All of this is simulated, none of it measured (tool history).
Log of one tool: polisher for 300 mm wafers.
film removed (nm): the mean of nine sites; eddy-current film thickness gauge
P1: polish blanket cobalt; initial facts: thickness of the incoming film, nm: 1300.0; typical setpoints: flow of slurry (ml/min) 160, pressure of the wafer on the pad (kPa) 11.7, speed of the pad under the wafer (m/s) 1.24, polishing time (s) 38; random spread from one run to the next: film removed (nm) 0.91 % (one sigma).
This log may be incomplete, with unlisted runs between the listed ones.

run,hour,flow of slurry (ml/min),pressure of the wafer on the pad (kPa),speed of the pad under the wafer (m/s),polishing time (s),wafers polished on this pad,hours since the slurry nozzle was cleaned,hours since the head pressure was calibrated,film removed (nm)
1,11.4,160,11.7,1.24,38,223,483.6,598.9,205.14
2,17.9,160,11.7,1.24,38,273,490.1,605.4,205.12
3,24.2,160,11.7,1.24,38,322,496.4,611.7,200.44
4,35.5,220,11.7,0.86,38,409,507.7,623,146.75
5,46.3,160,11.7,1.24,26,492,518.5,633.8,138.69
6,53.6,115,11.7,1.24,38,548,525.8,641.1,189.66
7,63.5,160,11.7,1.74,38,624,535.7,651,283.88
8,72.7,250,11.7,1.24,38,695,544.9,660.2,213.95
9,84.6,160,17.9,1.24,38,787,556.8,672.1,313.05
10,96.1,160,11.7,1.24,38,875,568.3,683.6,204.85
11,102.7,160,11.7,1.24,38,926,574.9,690.2,205.37
12,111.4,160,11.7,0.76,38,993,583.6,698.9,124.94
13,123.9,160,11.7,1.24,38,1089,596.1,711.4,203.46
14,131,160,5.5,1.24,38,1144,603.2,718.5,94.322
15,139.2,160,11.7,1.24,59,1207,611.4,726.7,317.33

Run 16 has not been measured yet. What should we expect?
16,146.9,105,11.7,1.24,56,1266,619.1,734.4,?

film removed (nm): 275.52

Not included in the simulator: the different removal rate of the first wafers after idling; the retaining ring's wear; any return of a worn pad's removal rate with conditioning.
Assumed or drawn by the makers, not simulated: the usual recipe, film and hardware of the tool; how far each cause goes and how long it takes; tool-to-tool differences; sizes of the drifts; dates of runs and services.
